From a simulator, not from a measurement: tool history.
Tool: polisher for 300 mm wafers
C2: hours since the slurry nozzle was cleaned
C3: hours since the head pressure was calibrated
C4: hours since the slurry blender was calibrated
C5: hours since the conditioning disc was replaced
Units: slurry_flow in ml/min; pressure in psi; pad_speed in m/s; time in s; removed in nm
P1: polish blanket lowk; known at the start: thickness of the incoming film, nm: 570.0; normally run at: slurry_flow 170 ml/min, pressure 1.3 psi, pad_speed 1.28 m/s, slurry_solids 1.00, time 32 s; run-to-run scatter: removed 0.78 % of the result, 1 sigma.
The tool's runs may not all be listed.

{"run": 1, "hour": 10.6, "slurry_flow": 170, "pressure": 1.3, "pad_speed": 1.28, "slurry_solids": 1.0, "time": 32, "wafers polished on this pad": 1032, "C2": 105.7, "C3": 532.8, "C4": 72.3, "C5": 75.3, "removed": 12.257}
{"run": 2, "hour": 16.1, "slurry_flow": 100, "pressure": 1.3, "pad_speed": 1.28, "slurry_solids": 1.0, "time": 32, "wafers polished on this pad": 1087, "C2": 111.2, "C3": 538.3, "C4": 77.8, "C5": 80.8, "removed": 11.055}
{"run": 3, "hour": 22.9, "slurry_flow": 170, "pressure": 1.3, "pad_speed": 1.28, "slurry_solids": 1.4, "time": 32, "wafers polished on this pad": 1154, "C2": 118.0, "C3": 545.1, "C4": 84.6, "C5": 87.6, "removed": 14.004}
{"run": 4, "hour": 31.4, "slurry_flow": 170, "pressure": 0.6, "pad_speed": 1.28, "slurry_solids": 1.0, "time": 17, "wafers polished on this pad": 1239, "C2": 126.5, "C3": 553.6, "C4": 93.1, "C5": 96.1, "removed": 3.0391}
{"hour": 31.5, "done": "conditioning disc replaced and pad reconditioned"}
{"run": 5, "hour": 37.0, "slurry_flow": 170, "pressure": 1.3, "pad_speed": 1.28, "slurry_solids": 1.0, "time": 32, "wafers polished on this pad": 1295, "C2": 132.1, "C3": 559.2, "C4": 98.7, "C5": 5.6, "removed": 12.39}
{"run": 6, "hour": 47.3, "slurry_flow": 170, "pressure": 1.3, "pad_speed": 1.98, "slurry_solids": 1.0, "time": 32, "wafers polished on this pad": 1397, "C2": 142.4, "C3": 569.5, "C4": 109.0, "C5": 15.9, "removed": 17.613}
{"run": 7, "hour": 53.8, "slurry_flow": 170, "pressure": 1.3, "pad_speed": 0.64, "slurry_solids": 1.0, "time": 32, "wafers polished on this pad": 1462, "C2": 148.9, "C3": 576.0, "C4": 115.5, "C5": 22.4, "removed": 7.0353}
{"hour": 61.0, "done": "slurry blender recalibrated"}
{"run": 8, "hour": 62.3, "slurry_flow": 170, "pressure": 1.3, "pad_speed": 1.28, "slurry_solids": 1.0, "time": 32, "wafers polished on this pad": 1546, "C2": 157.4, "C3": 584.5, "C4": 1.4, "C5": 30.9, "removed": 12.228}
{"run": 9, "hour": 72.1, "slurry_flow": 170, "pressure": 1.3, "pad_speed": 1.28, "slurry_solids": 1.0, "time": 16, "wafers polished on this pad": 1644, "C2": 167.2, "C3": 594.3, "C4": 11.2, "C5": 40.7, "removed": 6.0809}
{"run": 10, "hour": 82.3, "slurry_flow": 170, "pressure": 1.3, "pad_speed": 1.28, "slurry_solids": 1.0, "time": 32, "wafers polished on this pad": 1746, "C2": 177.4, "C3": 604.5, "C4": 21.4, "C5": 50.9, "removed": 12.277}
{"run": 11, "hour": 90.7, "slurry_flow": 170, "pressure": 2.0, "pad_speed": 1.28, "slurry_solids": 1.0, "time": 32, "wafers polished on this pad": 1829, "C2": 185.8, "C3": 612.9, "C4": 29.8, "C5": 59.3, "removed": 18.981}
{"run": 12, "hour": 98.4, "slurry_flow": 170, "pressure": 1.3, "pad_speed": 1.28, "slurry_solids": 0.6, "time": 32, "wafers polished on this pad": 1906, "C2": 193.5, "C3": 620.6, "C4": 37.5, "C5": 67.0, "removed": 9.4771}
{"run": 13, "hour": 108.8, "slurry_flow": 260, "pressure": 1.3, "pad_speed": 1.28, "slurry_solids": 1.0, "time": 32, "wafers polished on this pad": 2009, "C2": 203.9, "C3": 631.0, "C4": 47.9, "C5": 77.4, "removed": 13.269}
{"run": 14, "hour": 114.1, "slurry_flow": 170, "pressure": 0.6, "pad_speed": 1.28, "slurry_solids": 1.0, "time": 32, "wafers polished on this pad": 2062, "C2": 209.2, "C3": 636.3, "C4": 53.2, "C5": 82.7, "removed": 5.7248}
{"run": 15, "hour": 119.7, "slurry_flow": 170, "pressure": 1.3, "pad_speed": 1.28, "slurry_solids": 1.0, "time": 32, "wafers polished on this pad": 2118, "C2": 214.8, "C3": 641.9, "C4": 58.8, "C5": 88.3, "removed": 12.255}
{"run": 16, "hour": 129.8, "slurry_flow": 170, "pressure": 1.3, "pad_speed": 1.28, "slurry_solids": 1.0, "time": 50, "wafers polished on this pad": 2218, "C2": 224.9, "C3": 652.0, "C4": 68.9, "C5": 98.4, "removed": 19.289}
{"run": 17, "hour": 138.4, "slurry_flow": 220, "pressure": 1.3, "pad_speed": 1.28, "slurry_solids": 1.35, "time": 32, "wafers polished on this pad": 2304, "C2": 233.5, "C3": 660.6, "C4": 77.5, "C5": 107.0, "removed": 14.353}
{"run": 18, "hour": 146.6, "slurry_flow": 170, "pressure": 1.3, "pad_speed": 1.28, "slurry_solids": 1.0, "time": 32, "wafers polished on this pad": 2385, "C2": 241.7, "C3": 668.8, "C4": 85.7, "C5": 115.2, "removed": 12.473}
{"run": 19, "hour": 152.0, "slurry_flow": 170, "pressure": 1.3, "pad_speed": 1.28, "slurry_solids": 1.0, "time": 32, "wafers polished on this pad": 2439, "C2": 247.1, "C3": 674.2, "C4": 91.1, "C5": 120.6, "removed": 12.024}
{"run": 20, "hour": 157.9, "slurry_flow": 170, "pressure": 1.3, "pad_speed": 1.28, "slurry_solids": 1.0, "time": 32, "wafers polished on this pad": 2498, "C2": 253.0, "C3": 680.1, "C4": 97.0, "C5": 126.5, "removed": 11.635}
{"run": 21, "hour": 164.1, "slurry_flow": 170, "pressure": 1.3, "pad_speed": 1.28, "slurry_solids": 1.0, "time": 32, "wafers polished on this pad": 2560, "C2": 259.2, "C3": 686.3, "C4": 103.2, "C5": 132.7, "removed": 11.47}
{"run": 22, "hour": 169.8, "slurry_flow": 170, "pressure": 1.3, "pad_speed": 1.28, "slurry_solids": 1.0, "time": 32, "wafers polished on this pad": 2616, "C2": 264.9, "C3": 692.0, "C4": 108.9, "C5": 138.4, "removed": 11.376}
{"hour": 174.2, "done": "slurry nozzle cleaned"}
{"run": 23, "hour": 177.4, "slurry_flow": 170, "pressure": 1.3, "pad_speed": 1.28, "slurry_solids": 1.0, "time": 32, "wafers polished on this pad": 2692, "C2": 3.2, "C3": 699.6, "C4": 116.5, "C5": 146.0, "removed": 11.308}
{"hour": 178.5, "done": "worn pad replaced by a new one"}
{"hour": 182.5, "done": "conditioning disc replaced and pad reconditioned"}
{"run": 24, "hour": 188.3, "slurry_flow": 170, "pressure": 1.3, "pad_speed": 1.28, "slurry_solids": 1.0, "time": 32, "wafers polished on this pad": 97, "C2": 14.1, "C3": 710.5, "C4": 127.4, "C5": 5.9, "removed": 11.117}
{"run": 25, "hour": 195.3, "slurry_flow": 170, "pressure": 1.3, "pad_speed": 1.28, "slurry_solids": 1.0, "time": 32, "wafers polished on this pad": 167, "C2": 21.1, "C3": 717.5, "C4": 134.4, "C5": 12.9, "removed": 10.998}

What P1 gives has crept away from where it was. These 2 causes fit the log equally well, each at the size given:
A: abrasive missing from the slurry, % = 18.8
B: head's pressure below its setpoint, % = 9.54
The creep began at about hour 146.6.
Why every other cause is out:
removal rate lost through wear of the pad, %: serviced at hour 178.5, which brought nothing back
slurry flow missing at the pad, %: serviced at hour 174.2, which brought nothing back
time polished since the conditioner stopped cutting, s: serviced at hour 182.5, which brought nothing back

4 check runs are offered, each on 5 wafers whose results are averaged, their results left as question marks. Which one tells the causes apart?
{"run": "check 1", "hour": 202.3, "slurry_flow": 260, "pressure": 1.3, "pad_speed": 1.28, "slurry_solids": 1.0, "time": 32, "removed": "?"}
{"run": "check 2", "hour": 202.3, "slurry_flow": 110, "pressure": 1.9, "pad_speed": 1.28, "slurry_solids": 1.0, "time": 32, "removed": "?"}
{"run": "check 3", "hour": 202.3, "slurry_flow": 170, "pressure": 1.3, "pad_speed": 1.28, "slurry_solids": 0.6, "time": 18, "removed": "?"}
{"run": "check 4", "hour": 202.3, "slurry_flow": 135, "pressure": 1.3, "pad_speed": 1.28, "slurry_solids": 1.0, "time": 32, "removed": "?"}

What each check would give under each cause:
check=check_1 result=removed if_A=11.7530 if_B=11.7510
check=check_2 result=removed if_A=15.0040 if_B=15.0010
check=check_3 result=removed if_A=4.6848 if_B=4.8084
check=check_4 result=removed if_A=10.7120 if_B=10.7100
How far apart the two closest causes lie, in the result that separates them most: check 1 0.02 %; check 2 0.02 %; check 3 2.6 %; check 4 0.02 %
Check 3 tells the causes apart: in the others they would give nearly the same result.

Then check 3 was run and gave: removed 4.7948 nm. Which cause is it?

It is B: head's pressure below its setpoint, %.
